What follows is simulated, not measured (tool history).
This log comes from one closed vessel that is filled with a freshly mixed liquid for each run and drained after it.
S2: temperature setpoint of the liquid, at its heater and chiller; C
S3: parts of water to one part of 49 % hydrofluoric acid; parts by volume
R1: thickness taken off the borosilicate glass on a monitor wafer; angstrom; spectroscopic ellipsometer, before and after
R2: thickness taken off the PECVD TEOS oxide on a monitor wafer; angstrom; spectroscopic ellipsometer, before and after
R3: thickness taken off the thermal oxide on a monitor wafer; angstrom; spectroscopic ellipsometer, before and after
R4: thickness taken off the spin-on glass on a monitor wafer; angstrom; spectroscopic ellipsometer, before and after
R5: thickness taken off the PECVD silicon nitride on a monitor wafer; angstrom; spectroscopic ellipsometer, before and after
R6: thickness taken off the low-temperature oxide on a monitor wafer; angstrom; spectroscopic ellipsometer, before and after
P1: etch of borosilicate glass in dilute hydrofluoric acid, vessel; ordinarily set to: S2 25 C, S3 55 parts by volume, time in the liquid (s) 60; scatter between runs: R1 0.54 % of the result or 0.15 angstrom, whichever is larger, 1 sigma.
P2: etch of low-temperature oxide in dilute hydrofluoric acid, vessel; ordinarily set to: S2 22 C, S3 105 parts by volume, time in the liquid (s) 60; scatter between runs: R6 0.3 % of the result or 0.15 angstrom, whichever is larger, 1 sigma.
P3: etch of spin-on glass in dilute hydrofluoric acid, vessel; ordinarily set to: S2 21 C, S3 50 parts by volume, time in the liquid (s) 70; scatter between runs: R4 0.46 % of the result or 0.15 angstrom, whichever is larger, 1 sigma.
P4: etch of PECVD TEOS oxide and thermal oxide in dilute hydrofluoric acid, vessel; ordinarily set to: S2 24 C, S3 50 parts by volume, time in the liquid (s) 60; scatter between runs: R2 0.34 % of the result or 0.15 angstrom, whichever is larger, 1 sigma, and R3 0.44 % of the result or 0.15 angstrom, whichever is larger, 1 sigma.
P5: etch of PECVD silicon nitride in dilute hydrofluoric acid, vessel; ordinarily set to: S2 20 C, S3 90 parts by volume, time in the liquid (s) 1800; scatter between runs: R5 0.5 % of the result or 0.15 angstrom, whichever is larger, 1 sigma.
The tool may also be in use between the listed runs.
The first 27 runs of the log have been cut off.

{"run": 28, "hour": 397.1, "process that ran": "P1", "S2": 30.5, "S3": 55, "time in the liquid (s)": 60, "R1": 408.8}
{"run": 29, "hour": 408.8, "process that ran": "P1", "S2": 25, "S3": 55, "time in the liquid (s)": 60, "R1": 326.76}
{"run": 30, "hour": 425.0, "process that ran": "P1", "S2": 25, "S3": 55, "time in the liquid (s)": 60, "R1": 328.61}
{"run": 31, "hour": 434.2, "process that ran": "P1", "S2": 25, "S3": 55, "time in the liquid (s)": 60, "R1": 333.45}
{"run": 32, "hour": 445.9, "process that ran": "P1", "S2": 25, "S3": 55, "time in the liquid (s)": 60, "R1": 338.68}
{"run": 33, "hour": 461.6, "process that ran": "P1", "S2": 25, "S3": 55, "time in the liquid (s)": 60, "R1": 342.41}
{"run": 34, "hour": 480.4, "process that ran": "P1", "S2": 25, "S3": 55, "time in the liquid (s)": 60, "R1": 348.14}
{"run": 35, "hour": 492.6, "process that ran": "P1", "S2": 25, "S3": 55, "time in the liquid (s)": 60, "R1": 342.75}
{"run": 36, "hour": 501.7, "process that ran": "P1", "S2": 25, "S3": 55, "time in the liquid (s)": 60, "R1": 346.74}

Run 37 has not been measured yet. What should we expect?
{"run": 37, "hour": 519.8, "process that ran": "P1", "S2": 25, "S3": 55, "time in the liquid (s)": 60, "R1": "?"}

Run 37 produced R1 344.43 angstrom.
